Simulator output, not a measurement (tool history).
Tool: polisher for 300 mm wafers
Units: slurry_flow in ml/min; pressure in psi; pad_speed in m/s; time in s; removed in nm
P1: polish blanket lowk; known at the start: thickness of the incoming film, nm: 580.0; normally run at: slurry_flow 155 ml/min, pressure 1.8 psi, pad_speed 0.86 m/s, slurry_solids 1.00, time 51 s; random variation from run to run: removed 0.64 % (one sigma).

run,hour,slurry_flow,pressure,pad_speed,slurry_solids,time,wafers polished on this pad,hours since the slurry nozzle was cleaned,hours since the head pressure was calibrated,hours since the slurry blender was calibrated,hours since the conditioning disc was replaced,removed
1,5.2,155,1.8,0.86,1.00,51,185,247.3,620.1,103.5,284.7,18.1970
2,9.8,155,1.8,0.86,1.00,51,246,251.9,624.7,108.1,289.3,18.1940
3,14.4,155,1.8,0.86,1.40,51,306,256.5,629.3,112.7,293.9,20.8490
4,19.3,155,1.8,0.86,1.00,30,370,261.4,634.2,117.6,298.8,10.9290
5,26.7,155,1.8,0.86,0.55,51,467,268.8,641.6,125.0,306.2,13.2530
6,31.6,155,1.8,1.36,1.00,51,531,273.7,646.5,129.9,311.1,26.3080
7,39.4,155,1.8,0.86,1.00,51,633,281.5,654.3,137.7,318.9,18.1610
8,48.9,155,1.8,0.86,1.00,51,757,291.0,663.8,147.2,328.4,18.2660
9,56.8,155,1.8,0.86,1.00,73,861,298.9,671.7,155.1,336.3,26.1080
10,66.7,95,1.8,0.86,1.00,51,990,308.8,681.6,165.0,346.2,16.5210
11,72.0,155,1.8,0.86,1.00,51,1060,314.1,686.9,170.3,351.5,18.1310
12,77.0,155,1.8,0.50,1.00,51,1125,319.1,691.9,175.3,356.5,11.7750
# hour 80.7: conditioning disc replaced and pad reconditioned
13,81.8,205,1.8,0.86,1.00,51,1188,323.9,696.7,180.1,1.1,18.9840
14,88.5,155,1.3,0.62,1.00,51,1276,330.6,703.4,186.8,7.8,9.9798
15,93.1,155,1.3,0.86,1.00,51,1336,335.2,708.0,191.4,12.4,13.1840
16,98.3,155,2.3,0.86,1.00,51,1404,340.4,713.2,196.6,17.6,23.3440
17,108.2,155,1.8,0.86,1.00,51,1534,350.3,723.1,206.5,27.5,18.3100
18,116.2,155,1.8,0.86,1.00,51,1638,358.3,731.1,214.5,35.5,17.7580
19,121.5,155,1.8,0.86,1.00,51,1708,363.6,736.4,219.8,40.8,17.5470
20,130.5,155,1.8,0.86,1.00,51,1826,372.6,745.4,228.8,49.8,17.0170
21,137.9,155,1.8,0.86,1.00,51,1923,380.0,752.8,236.2,57.2,17.0750
# hour 140.9: worn pad replaced by a new one
22,144.5,155,1.8,0.86,1.00,51,48,386.6,759.4,242.8,63.8,16.8820
23,150.0,155,1.8,0.86,1.00,51,120,392.1,764.9,248.3,69.3,16.8470
# hour 155.0: conditioning disc replaced and pad reconditioned
24,155.8,155,1.8,0.86,1.00,51,196,397.9,770.7,254.1,0.9,16.7870
# hour 158.3: slurry nozzle cleaned
25,163.4,155,1.8,0.86,1.00,51,295,5.2,778.3,261.7,8.5,16.8420

The next listed run, before its measurement:
26,169.8,155,1.8,0.86,1.00,51,379,11.6,784.7,268.1,14.9,?

removed: 16.7270 nm
